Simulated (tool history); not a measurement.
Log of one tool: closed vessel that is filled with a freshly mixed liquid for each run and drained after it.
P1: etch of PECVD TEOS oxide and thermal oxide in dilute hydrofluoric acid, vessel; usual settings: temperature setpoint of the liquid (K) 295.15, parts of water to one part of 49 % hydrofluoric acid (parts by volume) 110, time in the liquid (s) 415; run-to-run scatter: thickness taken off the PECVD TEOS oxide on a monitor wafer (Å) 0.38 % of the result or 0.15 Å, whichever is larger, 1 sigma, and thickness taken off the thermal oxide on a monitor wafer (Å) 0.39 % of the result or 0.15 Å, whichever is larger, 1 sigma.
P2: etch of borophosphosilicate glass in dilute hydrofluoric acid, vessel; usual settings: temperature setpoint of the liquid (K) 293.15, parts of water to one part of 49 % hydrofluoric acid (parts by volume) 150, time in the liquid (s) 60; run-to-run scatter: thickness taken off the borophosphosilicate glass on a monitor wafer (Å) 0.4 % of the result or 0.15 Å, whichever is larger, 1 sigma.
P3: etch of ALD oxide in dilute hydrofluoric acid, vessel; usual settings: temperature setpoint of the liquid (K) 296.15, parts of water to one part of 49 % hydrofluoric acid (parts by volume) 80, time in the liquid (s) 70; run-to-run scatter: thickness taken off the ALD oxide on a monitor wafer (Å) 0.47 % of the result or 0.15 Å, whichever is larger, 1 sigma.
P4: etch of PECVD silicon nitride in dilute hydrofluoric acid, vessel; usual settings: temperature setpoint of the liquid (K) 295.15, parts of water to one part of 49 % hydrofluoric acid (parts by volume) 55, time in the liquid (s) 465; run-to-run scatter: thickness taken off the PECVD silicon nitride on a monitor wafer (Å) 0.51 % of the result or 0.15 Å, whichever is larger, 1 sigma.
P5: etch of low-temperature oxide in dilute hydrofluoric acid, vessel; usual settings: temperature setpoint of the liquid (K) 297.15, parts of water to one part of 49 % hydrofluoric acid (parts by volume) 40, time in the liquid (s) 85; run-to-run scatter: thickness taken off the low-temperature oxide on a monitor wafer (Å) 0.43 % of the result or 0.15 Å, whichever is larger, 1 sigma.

run   hour  process that ran  temperature setpoint of the liquid (K)  parts of water to one part of 49 % hydrofluoric acid (parts by volume)  time in the liquid (s)  thickness taken off the PECVD TEOS oxide on a monitor wafer (Å)  thickness taken off the thermal oxide on a monitor wafer (Å)  thickness taken off the borophosphosilicate glass on a monitor wafer (Å)  thickness taken off the low-temperature oxide on a monitor wafer (Å)  thickness taken off the PECVD silicon nitride on a monitor wafer (Å)  thickness taken off the ALD oxide on a monitor wafer (Å)
  1   10.4                P1                                  295.15                                                                     110                     415                                                            298.4                                                        170.54
  2   21.8                P1                                  290.15                                                                     110                     100                                                           58.689                                                        33.133
  3   30.1                P2                                  293.15                                                                     150                      60                                                                                                                                                                                                   242.65
  4   41.6                P5                                  297.15                                                                      70                      85                                                                                                                                                                                                                                                                         191.89
  5   46.8                P5                                  297.15                                                                      40                      85                                                                                                                                                                                                                                                                         352.04
  6   53.2                P2                                  301.65                                                                     150                      60                                                                                                                                                                                                   338.55
      59.6  -- thermometer replaced
  7   60.4                P4                                  295.15                                                                      20                     465                                                                                                                                                                                                                                                                                                                                               1115.6
  8   65.9                P2                                  293.15                                                                     150                      60                                                                                                                                                                                                   242.43
  9   76.3                P3                                  296.15                                                                      80                      30                                                                                                                                                                                                                                                                                                                                                                                                         110.23
 10   85.5                P3                                  304.15                                                                      80                      70                                                                                                                                                                                                                                                                                                                                                                                                         351.08
 11   94.2                P1                                  301.15                                                                     110                     415                                                           375.68                                                        213.29
 12  103.2                P2                                  293.15                                                                     150                      30                                                                                                                                                                                                   121.97
 13  108.5                P4                                  295.15                                                                      55                     465                                                                                                                                                                                                                                                                                                                                               418.07
 14  119.5                P1                                  290.65                                                                     110                     415                                                           248.33                                                        140.52
 15  130.3                P1                                  295.15                                                                     110                     415                                                           299.26                                                        170.26
 16    136                P1                                  295.15                                                                     110                     120                                                           86.246                                                        49.313
 17  142.6                P1                                  295.15                                                                     110                     615                                                           443.27                                                        253.69
 18  150.2                P1                                  295.15                                                                     110                     415                                                           297.77                                                         170.9
 19  156.9                P5                                  297.15                                                                      40                     160                                                                                                                                                                                                                                                                         656.85
 20  162.8                P4                                  295.15                                                                      55                     100                                                                                                                                                                                                                                                                                                                                               90.033
 21  170.2                P5                                  297.15                                                                      40                      85                                                                                                                                                                                                                                                                         349.21
 22  176.7                P1                                  295.15                                                                     150                     415                                                            208.4                                                         119.5
 23  187.3                P1                                  295.15                                                                     110                     415                                                            297.3                                                        170.34
 24  192.3                P5                                  291.15                                                                      40                      85                                                                                                                                                                                                                                                                         273.77
 25  197.5                P1                                  295.15                                                                      55                     415                                                           631.42                                                        362.61

The next listed run, before its measurement:
 26  208.1                P3                                  296.15                                                                     115                      70                                                                                                                                                                                                                                                                                                                                                                                                              ?

Run 26 gave thickness taken off the ALD oxide on a monitor wafer (Å) 170.87.
